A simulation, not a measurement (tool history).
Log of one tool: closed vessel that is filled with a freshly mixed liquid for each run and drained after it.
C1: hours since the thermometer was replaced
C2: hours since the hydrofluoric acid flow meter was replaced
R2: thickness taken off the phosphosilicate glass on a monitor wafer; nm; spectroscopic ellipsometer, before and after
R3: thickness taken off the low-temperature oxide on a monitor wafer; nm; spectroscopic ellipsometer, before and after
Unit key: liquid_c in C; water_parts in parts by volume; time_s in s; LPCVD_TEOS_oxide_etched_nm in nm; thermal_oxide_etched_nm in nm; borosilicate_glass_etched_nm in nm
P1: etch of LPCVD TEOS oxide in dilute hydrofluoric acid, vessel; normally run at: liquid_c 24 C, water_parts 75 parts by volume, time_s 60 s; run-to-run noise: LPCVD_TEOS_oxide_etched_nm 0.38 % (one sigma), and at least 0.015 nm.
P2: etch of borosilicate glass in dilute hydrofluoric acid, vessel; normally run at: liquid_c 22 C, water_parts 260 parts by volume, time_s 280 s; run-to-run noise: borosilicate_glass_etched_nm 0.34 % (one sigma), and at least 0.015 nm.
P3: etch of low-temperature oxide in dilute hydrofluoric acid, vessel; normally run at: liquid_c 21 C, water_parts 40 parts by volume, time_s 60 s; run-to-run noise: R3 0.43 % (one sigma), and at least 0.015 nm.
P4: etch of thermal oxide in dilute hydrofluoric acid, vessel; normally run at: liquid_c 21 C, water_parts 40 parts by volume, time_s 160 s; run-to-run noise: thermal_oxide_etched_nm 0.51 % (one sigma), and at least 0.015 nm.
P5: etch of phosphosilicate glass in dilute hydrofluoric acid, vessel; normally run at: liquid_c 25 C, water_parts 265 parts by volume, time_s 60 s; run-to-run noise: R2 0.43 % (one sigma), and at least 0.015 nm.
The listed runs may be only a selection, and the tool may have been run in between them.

{"run": 1, "hour": 9.6, "process": "P1", "liquid_c": 24, "water_parts": 75, "time_s": 60, "C1": 1605.1, "C2": 851.3, "LPCVD_TEOS_oxide_etched_nm": 30.815}
{"run": 2, "hour": 19.2, "process": "P1", "liquid_c": 24, "water_parts": 140, "time_s": 60, "C1": 1614.7, "C2": 860.9, "LPCVD_TEOS_oxide_etched_nm": 15.338}
{"run": 3, "hour": 28.4, "process": "P5", "liquid_c": 25, "water_parts": 265, "time_s": 60, "C1": 1623.9, "C2": 870.1, "R2": 24.82}
{"run": 4, "hour": 37.4, "process": "P1", "liquid_c": 18.5, "water_parts": 105, "time_s": 60, "C1": 1632.9, "C2": 879.1, "LPCVD_TEOS_oxide_etched_nm": 17.119}
{"run": 5, "hour": 46.5, "process": "P3", "liquid_c": 17, "water_parts": 40, "time_s": 60, "C1": 1642, "C2": 888.2, "R3": 41.977}
{"run": 6, "hour": 52.7, "process": "P3", "liquid_c": 21, "water_parts": 40, "time_s": 60, "C1": 1648.2, "C2": 894.4, "R3": 50.112}
{"run": 7, "hour": 62.6, "process": "P3", "liquid_c": 21, "water_parts": 40, "time_s": 100, "C1": 1658.1, "C2": 904.3, "R3": 82.987}
{"run": 8, "hour": 74.2, "process": "P1", "liquid_c": 24, "water_parts": 35, "time_s": 60, "C1": 1669.7, "C2": 915.9, "LPCVD_TEOS_oxide_etched_nm": 69.713}
{"run": 9, "hour": 79.3, "process": "P1", "liquid_c": 24, "water_parts": 75, "time_s": 60, "C1": 1674.8, "C2": 921, "LPCVD_TEOS_oxide_etched_nm": 30.814}
{"run": 10, "hour": 84.8, "process": "P5", "liquid_c": 20.5, "water_parts": 265, "time_s": 60, "C1": 1680.3, "C2": 926.5, "R2": 21.182}
{"run": 11, "hour": 94.3, "process": "P4", "liquid_c": 21, "water_parts": 65, "time_s": 160, "C1": 1689.8, "C2": 936, "thermal_oxide_etched_nm": 10.242}
{"run": 12, "hour": 102.9, "process": "P1", "liquid_c": 17, "water_parts": 75, "time_s": 30, "C1": 1698.4, "C2": 944.6, "LPCVD_TEOS_oxide_etched_nm": 11.605}
{"run": 13, "hour": 109.4, "process": "P4", "liquid_c": 25, "water_parts": 40, "time_s": 160, "C1": 1704.9, "C2": 951.1, "thermal_oxide_etched_nm": 20.312}
{"run": 14, "hour": 118.1, "process": "P1", "liquid_c": 17, "water_parts": 75, "time_s": 60, "C1": 1713.6, "C2": 959.8, "LPCVD_TEOS_oxide_etched_nm": 23.019}
{"run": 15, "hour": 129.6, "process": "P1", "liquid_c": 27.5, "water_parts": 75, "time_s": 30, "C1": 1725.1, "C2": 971.3, "LPCVD_TEOS_oxide_etched_nm": 17.924}
{"run": 16, "hour": 141.3, "process": "P2", "liquid_c": 17, "water_parts": 260, "time_s": 280, "C1": 1736.8, "C2": 983, "borosilicate_glass_etched_nm": 25.895}
{"run": 17, "hour": 148.8, "process": "P5", "liquid_c": 25, "water_parts": 265, "time_s": 115, "C1": 1744.3, "C2": 990.5, "R2": 47.474}
{"run": 18, "hour": 156.5, "process": "P1", "liquid_c": 24, "water_parts": 75, "time_s": 95, "C1": 1752, "C2": 998.2, "LPCVD_TEOS_oxide_etched_nm": 49.002}
{"run": 19, "hour": 161.9, "process": "P1", "liquid_c": 24, "water_parts": 75, "time_s": 30, "C1": 1757.4, "C2": 1003.6, "LPCVD_TEOS_oxide_etched_nm": 15.509}
{"run": 20, "hour": 172.5, "process": "P4", "liquid_c": 21, "water_parts": 40, "time_s": 300, "C1": 1768, "C2": 1014.2, "thermal_oxide_etched_nm": 32.165}
{"run": 21, "hour": 179.2, "process": "P5", "liquid_c": 25, "water_parts": 475, "time_s": 60, "C1": 1774.7, "C2": 1020.9, "R2": 11.367}
{"run": 22, "hour": 184.4, "process": "P2", "liquid_c": 22, "water_parts": 260, "time_s": 90, "C1": 1779.9, "C2": 1026.1, "borosilicate_glass_etched_nm": 10.063}
{"run": 23, "hour": 195.6, "process": "P1", "liquid_c": 24, "water_parts": 75, "time_s": 60, "C1": 1791.1, "C2": 1037.3, "LPCVD_TEOS_oxide_etched_nm": 30.84}
{"run": 24, "hour": 203.4, "process": "P1", "liquid_c": 24, "water_parts": 75, "time_s": 60, "C1": 1798.9, "C2": 1045.1, "LPCVD_TEOS_oxide_etched_nm": 30.755}
{"run": 25, "hour": 212.9, "process": "P4", "liquid_c": 21, "water_parts": 40, "time_s": 160, "C1": 1808.4, "C2": 1054.6, "thermal_oxide_etched_nm": 17.325}
{"run": 26, "hour": 222.2, "process": "P2", "liquid_c": 22, "water_parts": 45, "time_s": 280, "C1": 1817.7, "C2": 1063.9, "borosilicate_glass_etched_nm": 228.86}
{"run": 27, "hour": 228.2, "process": "P4", "liquid_c": 21, "water_parts": 40, "time_s": 160, "C1": 1823.7, "C2": 1069.9, "thermal_oxide_etched_nm": 17.179}
{"run": 28, "hour": 235.5, "process": "P3", "liquid_c": 21, "water_parts": 75, "time_s": 60, "C1": 1831, "C2": 1077.2, "R3": 25.582}
{"run": 29, "hour": 244.7, "process": "P3", "liquid_c": 21, "water_parts": 40, "time_s": 60, "C1": 1840.2, "C2": 1086.4, "R3": 49.981}
{"run": 30, "hour": 253.3, "process": "P1", "liquid_c": 29.5, "water_parts": 75, "time_s": 60, "C1": 1848.8, "C2": 1095, "LPCVD_TEOS_oxide_etched_nm": 38.479}
{"run": 31, "hour": 263.5, "process": "P2", "liquid_c": 22, "water_parts": 260, "time_s": 280, "C1": 1859, "C2": 1105.2, "borosilicate_glass_etched_nm": 31.318}
{"run": 32, "hour": 269.3, "process": "P1", "liquid_c": 24, "water_parts": 75, "time_s": 60, "C1": 1864.8, "C2": 1111, "LPCVD_TEOS_oxide_etched_nm": 30.846}
{"run": 33, "hour": 275.1, "process": "P1", "liquid_c": 24, "water_parts": 75, "time_s": 60, "C1": 1870.6, "C2": 1116.8, "LPCVD_TEOS_oxide_etched_nm": 29.75}
{"run": 34, "hour": 283.1, "process": "P1", "liquid_c": 24, "water_parts": 75, "time_s": 60, "C1": 1878.6, "C2": 1124.8, "LPCVD_TEOS_oxide_etched_nm": 28.974}
{"run": 35, "hour": 290.8, "process": "P1", "liquid_c": 24, "water_parts": 75, "time_s": 60, "C1": 1886.3, "C2": 1132.5, "LPCVD_TEOS_oxide_etched_nm": 28.445}
{"run": 36, "hour": 298.6, "process": "P1", "liquid_c": 24, "water_parts": 75, "time_s": 60, "C1": 1894.1, "C2": 1140.3, "LPCVD_TEOS_oxide_etched_nm": 28.092}
{"run": 37, "hour": 308.6, "process": "P1", "liquid_c": 24, "water_parts": 75, "time_s": 60, "C1": 1904.1, "C2": 1150.3, "LPCVD_TEOS_oxide_etched_nm": 27.932}
{"run": 38, "hour": 316.9, "process": "P1", "liquid_c": 24, "water_parts": 75, "time_s": 60, "C1": 1912.4, "C2": 1158.6, "LPCVD_TEOS_oxide_etched_nm": 27.991}

What P1 gives has crept off from where it sat before. The 2 causes that follow fit the log equally well, each at the size noted:
A: liquid colder than its thermometer reads (K) = 2.43
B: hydrofluoric acid flow below the setpoint (%) = 8.6
The gradual shift began around hour 269.3.

4 check runs are offered, one wafer each, their results left as question marks. Which one tells the causes apart?
{"run": "check 1", "hour": 325.2, "process": "P3", "liquid_c": 21, "water_parts": 70, "time_s": 60, "R3": "?"}
{"run": "check 2", "hour": 325.2, "process": "P2", "liquid_c": 22, "water_parts": 120, "time_s": 280, "borosilicate_glass_etched_nm": "?"}
{"run": "check 3", "hour": 325.2, "process": "P5", "liquid_c": 21, "water_parts": 465, "time_s": 60, "R2": "?"}
{"run": "check 4", "hour": 325.2, "process": "P4", "liquid_c": 21, "water_parts": 40, "time_s": 215, "thermal_oxide_etched_nm": "?"}

How each check would come out, cause by cause:
check=check_1 result=R3 if_A=24.815 if_B=24.918
check=check_2 result=borosilicate_glass_etched_nm if_A=70.8 if_B=70.458
check=check_3 result=R2 if_A=9.4836 if_B=9.0874
check=check_4 result=thermal_oxide_etched_nm if_A=20.892 if_B=21.094
Per check, the gap between the least separated pair of causes, taken in the result that splits them most: check 1 0.42 %; check 2 0.48 %; check 3 4.27 %; check 4 0.96 %
Check 3 distinguishes between the causes, while the remaining checks would return nearly the same result for all of them.

Check 3 was then run and gave: R2 9.4386 nm. Which cause is it?

Of the candidate causes, it is A: liquid colder than its thermometer reads (K).
